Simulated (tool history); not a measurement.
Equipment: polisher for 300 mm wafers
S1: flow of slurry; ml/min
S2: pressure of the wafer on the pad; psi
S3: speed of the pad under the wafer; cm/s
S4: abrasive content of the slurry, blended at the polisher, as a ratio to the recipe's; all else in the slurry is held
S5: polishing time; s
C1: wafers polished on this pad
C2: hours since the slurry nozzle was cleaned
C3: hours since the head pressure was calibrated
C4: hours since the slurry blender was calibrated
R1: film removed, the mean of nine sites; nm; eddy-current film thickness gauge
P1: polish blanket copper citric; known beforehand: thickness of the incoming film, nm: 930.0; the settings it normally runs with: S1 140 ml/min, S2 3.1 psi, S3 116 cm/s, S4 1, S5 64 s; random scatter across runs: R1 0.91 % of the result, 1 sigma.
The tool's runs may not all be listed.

run	hour	S1	S2	S3	S4	S5	C1	C2	C3	C4	R1
1	4	140	3.1	116	1	64	618	136.6	284.9	245.9	144.78
2	7.5	140	3.1	116	1	85	640	140.1	288.4	249.4	194.49
3	12.3	140	3.1	70	1	64	669	144.9	293.2	254.2	88.524
4	18.1	140	3.1	116	1	64	704	150.7	299	260	145.82
5	21.7	140	3.1	116	1.4	64	726	154.3	302.6	263.6	156.66
6	28	140	4.9	116	1	64	765	160.6	308.9	269.9	228.47
7	32.7	140	3.1	166	1	64	794	165.3	313.6	274.6	203.92
# hour 33.8: slurry nozzle cleaned
8	36.9	140	3.1	116	0.5	64	819	3.1	317.8	278.8	125.11
9	41.9	90	4.8	116	1	64	850	8.1	322.8	283.8	203.55
10	47.8	140	3.1	116	1	64	886	14	328.7	289.7	145.48
11	52.6	185	3.1	172	1	64	915	18.8	333.5	294.5	225.24
# hour 53.2: slurry blender recalibrated
12	58.6	85	3.1	116	1	37	952	24.8	339.5	5.5	74.306
13	64.9	140	3.1	116	1	38	990	31.1	345.8	11.8	86.838
14	72	140	3.1	116	1	64	1034	38.2	352.9	18.9	143.68
15	76.1	210	3.1	116	1	64	1059	42.3	357	23	155.88
16	80.8	140	3.1	116	1	64	1087	47	361.7	27.7	147.44
17	84.4	140	3.1	116	1	64	1109	50.6	365.3	31.3	144.02
18	91	85	3.1	116	1	64	1150	57.2	371.9	37.9	132.45
19	94.5	140	3.1	116	1	64	1171	60.7	375.4	41.4	144.13
20	98.5	140	2	116	1	64	1195	64.7	379.4	45.4	96.015
21	104.1	140	3.1	116	1	64	1230	70.3	385	51	145.44
22	108.4	140	3.1	116	1	64	1256	74.6	389.3	55.3	140.14
23	112.6	140	3.1	116	1	64	1282	78.8	393.5	59.5	137.14
24	118.5	140	3.1	116	1	64	1318	84.7	399.4	65.4	135.24
25	123.9	140	3.1	116	1	64	1351	90.1	404.8	70.8	134.38
26	127	140	3.1	116	1	64	1370	93.2	407.9	73.9	132.98
# hour 129.7: worn pad replaced by a new one
27	130.2	140	3.1	116	1	64	3	96.4	411.1	77.1	129.51
# hour 136.4: slurry blender recalibrated
28	136.5	140	3.1	116	1	64	41	102.7	417.4	0.2	130.45
29	142.2	140	3.1	116	1	64	76	108.4	423.1	5.9	129.68
30	148.5	140	3.1	116	1	64	115	114.7	429.4	12.2	131.59
31	152.8	140	3.1	116	1	64	141	119	433.7	16.5	129.37
32	156.2	140	3.1	116	1	64	162	122.4	437.1	19.9	129.75

P1 has crept away from where it was. The log is fitted equally well by each of these 2 causes, at the sizes shown:
A: head's pressure below its setpoint, % = 11.3
B: slurry flow missing at the pad, % = 39.3
The process output started creeping at around hour 104.1.
Other possible causes, and why each is ruled out:
removal rate lost through wear of the pad, %: serviced at hour 129.7, which brought nothing back
abrasive missing from the slurry, %: serviced at hour 136.4, which brought nothing back

Below are 4 check runs, each averaged over 2 wafers, with their results shown as question marks. Which of them would give clearly different results depending on which cause is behind the drift?
check 1	159.6	140	3.1	70	1	64					?
check 2	159.6	140	3.1	116	0.8	82					?
check 3	159.6	95	4.2	116	1	64					?
check 4	159.6	140	2	160	1	64					?

If the cause were each of the candidates in turn, the checks would give the following:
check	result	if A	if B
check 1	R1	79.116	78.976
check 2	R1	157.89	157.87
check 3	R1	159.55	152.36
check 4	R1	115.28	115.23
Gap, in per cent, between the two causes that each check separates least, read from the result that separates them most: check 1 0.18 %; check 2 0.01 %; check 3 4.62 %; check 4 0.05 %
Check 3 distinguishes between the causes, while the remaining checks would return nearly the same result for all of them.

Check 3 was then run and gave: R1 160.57 nm. Which cause is it?

A is the cause: head's pressure below its setpoint, %.

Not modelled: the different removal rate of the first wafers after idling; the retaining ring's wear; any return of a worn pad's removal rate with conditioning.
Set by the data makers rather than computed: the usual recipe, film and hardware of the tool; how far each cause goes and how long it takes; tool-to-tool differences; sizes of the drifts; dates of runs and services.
